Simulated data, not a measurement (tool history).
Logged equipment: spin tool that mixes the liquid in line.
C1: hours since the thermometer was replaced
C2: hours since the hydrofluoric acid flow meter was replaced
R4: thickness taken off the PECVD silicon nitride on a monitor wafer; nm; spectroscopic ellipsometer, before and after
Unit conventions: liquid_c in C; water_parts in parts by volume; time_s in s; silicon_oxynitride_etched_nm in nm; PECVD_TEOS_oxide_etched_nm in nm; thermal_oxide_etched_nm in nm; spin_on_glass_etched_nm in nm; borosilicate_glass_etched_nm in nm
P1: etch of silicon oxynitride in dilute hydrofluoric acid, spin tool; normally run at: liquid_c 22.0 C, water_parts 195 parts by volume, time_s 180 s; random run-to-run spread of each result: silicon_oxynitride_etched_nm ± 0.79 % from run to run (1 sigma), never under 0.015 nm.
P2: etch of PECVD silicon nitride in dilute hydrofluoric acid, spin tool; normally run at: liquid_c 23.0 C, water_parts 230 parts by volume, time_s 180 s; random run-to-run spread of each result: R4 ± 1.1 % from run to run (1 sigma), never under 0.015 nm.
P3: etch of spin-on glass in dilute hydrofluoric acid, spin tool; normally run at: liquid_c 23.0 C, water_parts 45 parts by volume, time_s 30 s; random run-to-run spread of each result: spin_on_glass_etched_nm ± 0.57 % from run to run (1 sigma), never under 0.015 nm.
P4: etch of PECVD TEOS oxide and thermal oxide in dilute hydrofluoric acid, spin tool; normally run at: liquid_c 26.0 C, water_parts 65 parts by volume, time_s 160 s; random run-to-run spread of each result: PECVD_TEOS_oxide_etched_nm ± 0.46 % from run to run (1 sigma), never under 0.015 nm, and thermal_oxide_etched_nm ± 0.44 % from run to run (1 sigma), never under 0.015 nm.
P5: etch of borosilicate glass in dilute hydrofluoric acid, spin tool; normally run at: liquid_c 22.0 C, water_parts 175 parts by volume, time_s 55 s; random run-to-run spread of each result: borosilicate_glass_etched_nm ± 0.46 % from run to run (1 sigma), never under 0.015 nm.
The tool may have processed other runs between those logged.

{"run": 1, "hour": 9.3, "process": "P1", "liquid_c": 22.0, "water_parts": 195, "time_s": 180, "C1": 449.4, "C2": 594.2, "silicon_oxynitride_etched_nm": 3.1523}
{"run": 2, "hour": 14.9, "process": "P4", "liquid_c": 26.0, "water_parts": 65, "time_s": 160, "C1": 455.0, "C2": 599.8, "PECVD_TEOS_oxide_etched_nm": 23.88, "thermal_oxide_etched_nm": 14.082}
{"run": 3, "hour": 24.1, "process": "P1", "liquid_c": 18.5, "water_parts": 195, "time_s": 180, "C1": 464.2, "C2": 609.0, "silicon_oxynitride_etched_nm": 2.7029}
{"run": 4, "hour": 29.5, "process": "P2", "liquid_c": 23.0, "water_parts": 230, "time_s": 180, "C1": 469.6, "C2": 614.4, "R4": 2.3065}
{"run": 5, "hour": 40.7, "process": "P4", "liquid_c": 30.5, "water_parts": 65, "time_s": 160, "C1": 480.8, "C2": 625.6, "PECVD_TEOS_oxide_etched_nm": 28.463, "thermal_oxide_etched_nm": 16.84}
{"run": 6, "hour": 49.7, "process": "P2", "liquid_c": 23.0, "water_parts": 230, "time_s": 25, "C1": 489.8, "C2": 634.6, "R4": 0.32021}
{"run": 7, "hour": 58.6, "process": "P1", "liquid_c": 22.0, "water_parts": 195, "time_s": 180, "C1": 498.7, "C2": 643.5, "silicon_oxynitride_etched_nm": 3.1191}
{"run": 8, "hour": 63.9, "process": "P2", "liquid_c": 27.5, "water_parts": 230, "time_s": 180, "C1": 504.0, "C2": 648.8, "R4": 3.0993}
{"run": 9, "hour": 69.8, "process": "P1", "liquid_c": 22.0, "water_parts": 195, "time_s": 30, "C1": 509.9, "C2": 654.7, "silicon_oxynitride_etched_nm": 0.49512}
{"run": 10, "hour": 75.0, "process": "P4", "liquid_c": 26.0, "water_parts": 65, "time_s": 20, "C1": 515.1, "C2": 659.9, "PECVD_TEOS_oxide_etched_nm": 2.9989, "thermal_oxide_etched_nm": 1.7932}
{"run": 11, "hour": 81.1, "process": "P2", "liquid_c": 23.0, "water_parts": 230, "time_s": 180, "C1": 521.2, "C2": 666.0, "R4": 2.2891}
{"run": 12, "hour": 88.2, "process": "P1", "liquid_c": 22.0, "water_parts": 195, "time_s": 180, "C1": 528.3, "C2": 673.1, "silicon_oxynitride_etched_nm": 3.1584}
{"run": 13, "hour": 93.6, "process": "P2", "liquid_c": 23.0, "water_parts": 40, "time_s": 180, "C1": 533.7, "C2": 678.5, "R4": 12.687}
{"run": 14, "hour": 100.2, "process": "P1", "liquid_c": 22.0, "water_parts": 355, "time_s": 180, "C1": 540.3, "C2": 685.1, "silicon_oxynitride_etched_nm": 1.5253}
{"run": 15, "hour": 106.5, "process": "P3", "liquid_c": 23.0, "water_parts": 45, "time_s": 30, "C1": 546.6, "C2": 691.4, "spin_on_glass_etched_nm": 24.76}
{"run": 16, "hour": 114.8, "process": "P1", "liquid_c": 22.0, "water_parts": 260, "time_s": 25, "C1": 554.9, "C2": 699.7, "silicon_oxynitride_etched_nm": 0.31123}
{"run": 17, "hour": 124.5, "process": "P1", "liquid_c": 22.0, "water_parts": 55, "time_s": 180, "C1": 564.6, "C2": 709.4, "silicon_oxynitride_etched_nm": 12.31}
{"run": 18, "hour": 132.9, "process": "P1", "liquid_c": 22.0, "water_parts": 195, "time_s": 310, "C1": 573.0, "C2": 717.8, "silicon_oxynitride_etched_nm": 5.4593}
{"run": 19, "hour": 144.3, "process": "P4", "liquid_c": 26.0, "water_parts": 20, "time_s": 160, "C1": 584.4, "C2": 729.2, "PECVD_TEOS_oxide_etched_nm": 83.03, "thermal_oxide_etched_nm": 48.361}
{"run": 20, "hour": 153.4, "process": "P3", "liquid_c": 17.0, "water_parts": 45, "time_s": 30, "C1": 593.5, "C2": 738.3, "spin_on_glass_etched_nm": 18.972}
{"run": 21, "hour": 163.2, "process": "P1", "liquid_c": 22.0, "water_parts": 195, "time_s": 180, "C1": 603.3, "C2": 748.1, "silicon_oxynitride_etched_nm": 3.1019}
{"run": 22, "hour": 171.9, "process": "P3", "liquid_c": 23.0, "water_parts": 75, "time_s": 30, "C1": 612.0, "C2": 756.8, "spin_on_glass_etched_nm": 14.263}
{"run": 23, "hour": 180.3, "process": "P1", "liquid_c": 22.0, "water_parts": 195, "time_s": 180, "C1": 620.4, "C2": 765.2, "silicon_oxynitride_etched_nm": 3.1825}
{"run": 24, "hour": 187.4, "process": "P5", "liquid_c": 28.5, "water_parts": 175, "time_s": 55, "C1": 627.5, "C2": 772.3, "borosilicate_glass_etched_nm": 15.131}
{"run": 25, "hour": 195.2, "process": "P1", "liquid_c": 22.0, "water_parts": 195, "time_s": 180, "C1": 635.3, "C2": 780.1, "silicon_oxynitride_etched_nm": 3.1691}
{"run": 26, "hour": 206.1, "process": "P3", "liquid_c": 23.0, "water_parts": 45, "time_s": 50, "C1": 646.2, "C2": 791.0, "spin_on_glass_etched_nm": 40.726}
{"run": 27, "hour": 214.7, "process": "P5", "liquid_c": 22.0, "water_parts": 175, "time_s": 55, "C1": 654.8, "C2": 799.6, "borosilicate_glass_etched_nm": 11.975}
{"run": 28, "hour": 223.6, "process": "P1", "liquid_c": 26.5, "water_parts": 195, "time_s": 180, "C1": 663.7, "C2": 808.5, "silicon_oxynitride_etched_nm": 3.7907}
{"run": 29, "hour": 230.0, "process": "P5", "liquid_c": 22.0, "water_parts": 55, "time_s": 55, "C1": 670.1, "C2": 814.9, "borosilicate_glass_etched_nm": 43.627}
{"run": 30, "hour": 237.8, "process": "P5", "liquid_c": 22.0, "water_parts": 175, "time_s": 15, "C1": 677.9, "C2": 822.7, "borosilicate_glass_etched_nm": 3.2565}
{"run": 31, "hour": 245.6, "process": "P1", "liquid_c": 22.0, "water_parts": 195, "time_s": 180, "C1": 685.7, "C2": 830.5, "silicon_oxynitride_etched_nm": 3.144}
{"run": 32, "hour": 257.3, "process": "P1", "liquid_c": 22.0, "water_parts": 195, "time_s": 180, "C1": 697.4, "C2": 842.2, "silicon_oxynitride_etched_nm": 3.3432}
{"run": 33, "hour": 266.7, "process": "P1", "liquid_c": 22.0, "water_parts": 195, "time_s": 180, "C1": 706.8, "C2": 851.6, "silicon_oxynitride_etched_nm": 3.4441}
{"run": 34, "hour": 272.3, "process": "P1", "liquid_c": 22.0, "water_parts": 195, "time_s": 180, "C1": 712.4, "C2": 857.2, "silicon_oxynitride_etched_nm": 3.4284}
{"run": 35, "hour": 281.7, "process": "P1", "liquid_c": 22.0, "water_parts": 195, "time_s": 180, "C1": 721.8, "C2": 866.6, "silicon_oxynitride_etched_nm": 3.5117}
{"run": 36, "hour": 290.6, "process": "P1", "liquid_c": 22.0, "water_parts": 195, "time_s": 180, "C1": 730.7, "C2": 875.5, "silicon_oxynitride_etched_nm": 3.5077}
{"run": 37, "hour": 296.1, "process": "P1", "liquid_c": 22.0, "water_parts": 195, "time_s": 180, "C1": 736.2, "C2": 881.0, "silicon_oxynitride_etched_nm": 3.4936}

P1 no longer gives what it gave before; its output has crept away from where it was. The following 2 causes, each at its listed size, fit the log equally well:
A: hydrofluoric acid flow above the setpoint (%) = 9.97
B: liquid hotter than its thermometer reads (K) = 2.39
The onset of the drift is placed at about hour 245.6.

Of the 4 check runs below, each run on 3 wafers with the results averaged and each result still a question mark, which one would tell the listed causes apart?
{"run": "check 1", "hour": 301.6, "process": "P3", "liquid_c": 18.5, "water_parts": 45, "time_s": 30, "spin_on_glass_etched_nm": "?"}
{"run": "check 2", "hour": 301.6, "process": "P5", "liquid_c": 22.0, "water_parts": 70, "time_s": 55, "borosilicate_glass_etched_nm": "?"}
{"run": "check 3", "hour": 301.6, "process": "P4", "liquid_c": 29.0, "water_parts": 40, "time_s": 160, "PECVD_TEOS_oxide_etched_nm": "?", "thermal_oxide_etched_nm": "?"}
{"run": "check 4", "hour": 301.6, "process": "P2", "liquid_c": 23.0, "water_parts": 60, "time_s": 25, "R4": "?"}

Check results expected under each cause:
check=check_1 result=spin_on_glass_etched_nm if_A=22.517 if_B=22.570
check=check_2 result=borosilicate_glass_etched_nm if_A=37.1790 if_B=36.9770
check=check_3 result=PECVD_TEOS_oxide_etched_nm if_A=50.0430 if_B=49.7380
check=check_3 result=thermal_oxide_etched_nm if_A=29.5540 if_B=29.3730
check=check_4 result=R4 if_A=1.31300 if_B=1.40410
Minimum pairwise separation of causes per check, each pair taken at its best-separating result: check 1 0.23 %; check 2 0.54 %; check 3 0.61 %; check 4 6.71 %
Of the check runs offered, only check 4 discriminates between the causes; the rest would read about the same regardless of which cause applies.

Check 4 was carried out, with these results: R4 1.31020 nm. Which of the listed causes is responsible?

The correct cause is A, namely: hydrofluoric acid flow above the setpoint (%).
